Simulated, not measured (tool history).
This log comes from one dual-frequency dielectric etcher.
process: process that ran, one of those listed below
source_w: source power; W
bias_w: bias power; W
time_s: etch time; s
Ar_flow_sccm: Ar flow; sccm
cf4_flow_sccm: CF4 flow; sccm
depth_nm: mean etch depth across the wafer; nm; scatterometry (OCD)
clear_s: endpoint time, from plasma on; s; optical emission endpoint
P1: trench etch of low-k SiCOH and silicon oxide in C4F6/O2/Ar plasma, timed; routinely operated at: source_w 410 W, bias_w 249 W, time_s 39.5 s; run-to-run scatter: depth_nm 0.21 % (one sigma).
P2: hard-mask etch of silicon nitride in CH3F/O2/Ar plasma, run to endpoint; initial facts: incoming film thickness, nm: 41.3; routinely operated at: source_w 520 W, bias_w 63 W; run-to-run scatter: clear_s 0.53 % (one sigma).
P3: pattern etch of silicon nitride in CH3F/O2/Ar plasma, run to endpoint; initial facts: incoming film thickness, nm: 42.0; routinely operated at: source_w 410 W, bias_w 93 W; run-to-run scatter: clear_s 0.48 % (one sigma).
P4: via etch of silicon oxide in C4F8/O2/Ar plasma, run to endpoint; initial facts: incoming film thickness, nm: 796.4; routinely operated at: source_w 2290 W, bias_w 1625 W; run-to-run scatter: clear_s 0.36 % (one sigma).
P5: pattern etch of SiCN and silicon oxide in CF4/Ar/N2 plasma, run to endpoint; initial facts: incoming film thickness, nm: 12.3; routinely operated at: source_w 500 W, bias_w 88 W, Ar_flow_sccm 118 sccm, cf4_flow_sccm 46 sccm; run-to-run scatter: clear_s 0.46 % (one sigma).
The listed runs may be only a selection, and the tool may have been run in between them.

run   hour  process  source_w  bias_w  time_s  Ar_flow_sccm  cf4_flow_sccm  hours since the last wet clean  hours since the last source power generator calibration  hours since the last bias power generator calibration  depth_nm  clear_s
  1    7.7       P1       410     249    39.5                                                        181.0                                                    778.3                                                 1381.1    140.24
  2   13.5       P4      2290    1625                                                                186.8                                                    784.1                                                 1386.9            159.440
  3   18.0       P1       410     249    39.5                                                        191.3                                                    788.6                                                 1391.4    139.75
  4   24.3       P1       410     249    39.5                                                        197.6                                                    794.9                                                 1397.7    140.15
  5   28.0       P1       410     296    39.5                                                        201.3                                                    798.6                                                 1401.4    148.51
  6   34.0       P5       500      54                   118             46                           207.3                                                    804.6                                                 1407.4             15.504
  7   41.1       P1       410     249    39.5                                                        214.4                                                    811.7                                                 1414.5    139.36
  8   48.3       P1       410     249    30.5                                                        221.6                                                    818.9                                                 1421.7    108.26
  9   52.7       P5       360      88                   118             46                           226.0                                                    823.3                                                 1426.1             17.468
 10   58.2       P1       410     249    39.5                                                        231.5                                                    828.8                                                 1431.6    140.58
 11   62.1       P3       410      93                                                                235.4                                                    832.7                                                 1435.5             53.990
 12   67.3       P2       520      85                                                                240.6                                                    837.9                                                 1440.7             49.414
 13   71.1       P5       500      88                    70             46                           244.4                                                    841.7                                                 1444.5             12.042
      74.3  -- bias power generator calibrated
 14   76.7       P1       410     163    39.5                                                        250.0                                                    847.3                                                    2.5    122.03
 15   84.3       P4      3020    1625                                                                257.6                                                    854.9                                                   10.1            141.720
 16   90.2       P1       570     249    39.5                                                        263.5                                                    860.8                                                   16.0    158.47
 17   94.0       P3       310      93                                                                267.3                                                    864.6                                                   19.8             59.466
 18   98.2       P1       410     249    48.5                                                        271.5                                                    868.8                                                   24.0    171.86
 19  105.2       P2       320      63                                                                278.5                                                    875.8                                                   31.0             67.012
 20  112.9       P2       520      63                                                                286.2                                                    883.5                                                   38.7             55.305
 21  119.8       P1       410     176    49.5                                                        293.1                                                    890.4                                                   45.6    156.80
 22  123.4       P4      2290    2230                                                                296.7                                                    894.0                                                   49.2            145.330
 23  128.3       P5       500      88                   118             46                           301.6                                                    898.9                                                   54.1             13.066
 24  135.4       P1       410     249    39.5                                                        308.7                                                    906.0                                                   61.2    139.69
 25  140.8       P1       330     249    39.5                                                        314.1                                                    911.4                                                   66.6    128.81
 26  145.1       P3       410      55                                                                318.4                                                    915.7                                                   70.9             65.100
 27  153.1       P5       500      88                   118             34                           326.4                                                    923.7                                                   78.9             13.705
 28  157.0       P1       410     249    39.5                                                        330.3                                                    927.6                                                   82.8    139.88
 29  161.8       P1       410     249    39.5                                                        335.1                                                    932.4                                                   87.6    139.68
 30  166.2       P1       410     249    39.5                                                        339.5                                                    936.8                                                   92.0    140.78
 31  170.4       P1       410     249    39.5                                                        343.7                                                    941.0                                                   96.2    140.74
 32  176.8       P1       410     249    39.5                                                        350.1                                                    947.4                                                  102.6    141.61
     177.1  -- wet clean of the chamber
 33  184.4       P1       410     249    39.5                                                          7.3                                                    955.0                                                  110.2    142.06
 34  191.8       P1       410     249    39.5                                                         14.7                                                    962.4                                                  117.6    141.63

Run 35 is up next; what results do you expect?
 35  197.6       P1       410     249    39.5                                                         20.5                                                    968.2                                                  123.4         ?

Run 35 yielded depth_nm 142.04 nm.
